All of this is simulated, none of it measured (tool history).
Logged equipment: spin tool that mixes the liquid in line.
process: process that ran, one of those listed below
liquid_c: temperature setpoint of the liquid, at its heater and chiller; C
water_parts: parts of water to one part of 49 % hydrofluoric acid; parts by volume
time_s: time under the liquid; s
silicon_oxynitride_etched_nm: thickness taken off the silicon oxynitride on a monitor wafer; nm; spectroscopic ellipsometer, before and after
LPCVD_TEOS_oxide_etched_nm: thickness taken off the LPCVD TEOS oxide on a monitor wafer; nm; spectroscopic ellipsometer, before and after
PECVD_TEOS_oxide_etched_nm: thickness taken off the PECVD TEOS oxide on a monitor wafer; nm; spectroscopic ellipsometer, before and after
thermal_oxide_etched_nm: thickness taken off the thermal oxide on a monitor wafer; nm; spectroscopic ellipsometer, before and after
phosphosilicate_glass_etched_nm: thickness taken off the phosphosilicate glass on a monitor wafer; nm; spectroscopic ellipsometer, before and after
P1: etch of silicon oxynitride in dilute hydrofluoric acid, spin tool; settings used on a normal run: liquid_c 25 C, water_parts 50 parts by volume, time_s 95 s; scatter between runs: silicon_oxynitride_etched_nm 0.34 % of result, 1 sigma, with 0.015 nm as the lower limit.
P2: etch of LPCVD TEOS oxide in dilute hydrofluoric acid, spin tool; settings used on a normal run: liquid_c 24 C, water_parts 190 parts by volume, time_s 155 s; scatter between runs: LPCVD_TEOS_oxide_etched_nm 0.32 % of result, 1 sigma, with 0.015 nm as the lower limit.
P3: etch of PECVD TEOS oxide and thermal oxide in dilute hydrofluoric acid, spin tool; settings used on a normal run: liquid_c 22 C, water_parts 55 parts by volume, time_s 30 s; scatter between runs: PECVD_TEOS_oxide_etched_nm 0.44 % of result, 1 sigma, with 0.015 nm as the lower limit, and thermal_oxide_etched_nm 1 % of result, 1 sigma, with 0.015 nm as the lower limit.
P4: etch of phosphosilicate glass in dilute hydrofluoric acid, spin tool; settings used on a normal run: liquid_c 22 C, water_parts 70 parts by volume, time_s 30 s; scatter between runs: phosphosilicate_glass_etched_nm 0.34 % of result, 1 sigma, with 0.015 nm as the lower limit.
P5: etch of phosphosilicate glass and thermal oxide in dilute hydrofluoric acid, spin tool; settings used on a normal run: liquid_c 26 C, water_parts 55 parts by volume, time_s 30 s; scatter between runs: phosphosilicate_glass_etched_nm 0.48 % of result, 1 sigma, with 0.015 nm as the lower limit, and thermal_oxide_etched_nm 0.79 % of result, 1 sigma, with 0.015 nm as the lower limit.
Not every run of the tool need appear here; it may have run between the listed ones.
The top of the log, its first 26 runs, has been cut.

run   hour  process  liquid_c  water_parts  time_s  silicon_oxynitride_etched_nm  LPCVD_TEOS_oxide_etched_nm  PECVD_TEOS_oxide_etched_nm  thermal_oxide_etched_nm  phosphosilicate_glass_etched_nm
     312.3  -- hydrofluoric acid flow meter replaced
 27  315.3       P5        32           55      30                                                                                                         3.7719                           84.575
 28  329.9       P1        25           20      95                        25.605
 29  343.8       P4        22           70      15                                                                                                                                          20.803
 30  351.8       P1        25           50      95                        10.077
 31    359       P1        25           50      95                        10.044
 32  371.6       P1        25           50      95                        10.117
 33  385.1       P1        25           50      95                        10.427
 34  399.9       P1        25           50      95                        10.509
 35  414.5       P1        25           50      95                        10.585
 36  424.1       P1        25           50      95                        10.664

Predict the results of run 37:
 37  435.5       P1        25           50      95                             ?

silicon_oxynitride_etched_nm: 10.768 nm
